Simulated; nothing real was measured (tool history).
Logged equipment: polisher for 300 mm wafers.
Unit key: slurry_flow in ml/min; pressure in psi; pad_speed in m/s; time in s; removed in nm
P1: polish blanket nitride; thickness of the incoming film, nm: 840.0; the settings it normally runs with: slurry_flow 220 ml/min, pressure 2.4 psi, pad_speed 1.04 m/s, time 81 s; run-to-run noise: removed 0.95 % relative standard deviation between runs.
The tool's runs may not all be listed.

{"run": 1, "hour": 7.8, "slurry_flow": 220, "pressure": 2.4, "pad_speed": 1.04, "time": 81, "removed": 89.878}
{"run": 2, "hour": 12.4, "slurry_flow": 220, "pressure": 2.4, "pad_speed": 0.48, "time": 81, "removed": 47.58}
{"run": 3, "hour": 21.8, "slurry_flow": 220, "pressure": 1.4, "pad_speed": 0.48, "time": 81, "removed": 28.049}
{"run": 4, "hour": 28.0, "slurry_flow": 285, "pressure": 2.4, "pad_speed": 1.04, "time": 81, "removed": 91.823}
{"run": 5, "hour": 32.4, "slurry_flow": 220, "pressure": 2.4, "pad_speed": 1.04, "time": 81, "removed": 87.05}
{"run": 6, "hour": 38.1, "slurry_flow": 220, "pressure": 2.4, "pad_speed": 1.04, "time": 124, "removed": 133.81}
{"run": 7, "hour": 47.1, "slurry_flow": 220, "pressure": 2.4, "pad_speed": 1.04, "time": 81, "removed": 87.689}
{"run": 8, "hour": 56.5, "slurry_flow": 220, "pressure": 2.4, "pad_speed": 1.04, "time": 81, "removed": 88.121}
{"run": 9, "hour": 61.6, "slurry_flow": 130, "pressure": 2.4, "pad_speed": 1.04, "time": 81, "removed": 83.077}
{"run": 10, "hour": 68.3, "slurry_flow": 220, "pressure": 2.4, "pad_speed": 1.04, "time": 43, "removed": 46.873}
{"run": 11, "hour": 74.6, "slurry_flow": 220, "pressure": 2.4, "pad_speed": 1.04, "time": 81, "removed": 88.921}
{"run": 12, "hour": 81.4, "slurry_flow": 220, "pressure": 3.4, "pad_speed": 1.04, "time": 81, "removed": 126.22}
{"run": 13, "hour": 89.7, "slurry_flow": 220, "pressure": 2.4, "pad_speed": 1.4, "time": 81, "removed": 112.47}
{"run": 14, "hour": 98.4, "slurry_flow": 220, "pressure": 2.4, "pad_speed": 0.66, "time": 118, "removed": 89.965}
{"run": 15, "hour": 106.2, "slurry_flow": 220, "pressure": 1.3, "pad_speed": 1.04, "time": 81, "removed": 48.508}
{"run": 16, "hour": 113.9, "slurry_flow": 220, "pressure": 2.4, "pad_speed": 1.04, "time": 81, "removed": 90.074}
{"run": 17, "hour": 120.1, "slurry_flow": 220, "pressure": 2.4, "pad_speed": 1.04, "time": 81, "removed": 88.325}
{"run": 18, "hour": 126.9, "slurry_flow": 220, "pressure": 2.4, "pad_speed": 1.04, "time": 81, "removed": 86.65}
{"run": 19, "hour": 132.2, "slurry_flow": 220, "pressure": 2.4, "pad_speed": 1.04, "time": 81, "removed": 86.481}
{"run": 20, "hour": 139.1, "slurry_flow": 220, "pressure": 2.4, "pad_speed": 1.04, "time": 81, "removed": 85.547}
{"run": 21, "hour": 146.5, "slurry_flow": 220, "pressure": 2.4, "pad_speed": 1.04, "time": 81, "removed": 83.839}
{"run": 22, "hour": 155.4, "slurry_flow": 220, "pressure": 2.4, "pad_speed": 1.04, "time": 81, "removed": 83.157}
{"hour": 162.1, "done": "head pressure recalibrated"}
{"run": 23, "hour": 164.5, "slurry_flow": 220, "pressure": 2.4, "pad_speed": 1.04, "time": 81, "removed": 83.589}
{"run": 24, "hour": 173.3, "slurry_flow": 220, "pressure": 2.4, "pad_speed": 1.04, "time": 81, "removed": 82.613}
{"run": 25, "hour": 178.3, "slurry_flow": 220, "pressure": 2.4, "pad_speed": 1.04, "time": 81, "removed": 82.56}
{"run": 26, "hour": 188.3, "slurry_flow": 220, "pressure": 2.4, "pad_speed": 1.04, "time": 81, "removed": 82.357}
{"run": 27, "hour": 192.7, "slurry_flow": 220, "pressure": 2.4, "pad_speed": 1.04, "time": 81, "removed": 82.948}

Compared with where it was, what P1 gives has crept away. Each cause listed below fits the log as well as the rest, at the size given for it:
A: removal rate lost through wear of the pad, % = 6.29
B: slurry flow missing at the pad, % = 35.4
The creep began at about hour 113.9.
All other causes, with the reason each is excluded:
head's pressure below its setpoint, %: serviced at hour 162.1, after the change had begun; the process did not return to its earlier output

You are offered 4 check runs, listed below with question marks in place of their results; each one averages 5 wafers. Which run separates the listed causes by giving clearly different results for each?
{"run": "check 1", "hour": 197.1, "slurry_flow": 220, "pressure": 1.9, "pad_speed": 0.54, "time": 81, "removed": "?"}
{"run": "check 2", "hour": 197.1, "slurry_flow": 220, "pressure": 1.7, "pad_speed": 0.74, "time": 81, "removed": "?"}
{"run": "check 3", "hour": 197.1, "slurry_flow": 220, "pressure": 3.0, "pad_speed": 1.04, "time": 81, "removed": "?"}
{"run": "check 4", "hour": 197.1, "slurry_flow": 145, "pressure": 2.4, "pad_speed": 1.04, "time": 121, "removed": "?"}

Outcome of each check run for each possible cause:
check=check_1 result=removed if_A=38.982 if_B=38.979
check=check_2 result=removed if_A=44.878 if_B=44.874
check=check_3 result=removed if_A=103.980 if_B=103.970
check=check_4 result=removed if_A=116.850 if_B=113.360
Per check, the gap between the least separated pair of causes, taken in the result that splits them most: check 1 0.01 %; check 2 0.01 %; check 3 0.01 %; check 4 3.04 %
The other checks would show nearly matching results whichever cause is true, so check 4 is the only one that separates the causes.

Then check 4 was run and gave: removed 113.740 nm. Which cause is it?

B is the cause: slurry flow missing at the pad, %.
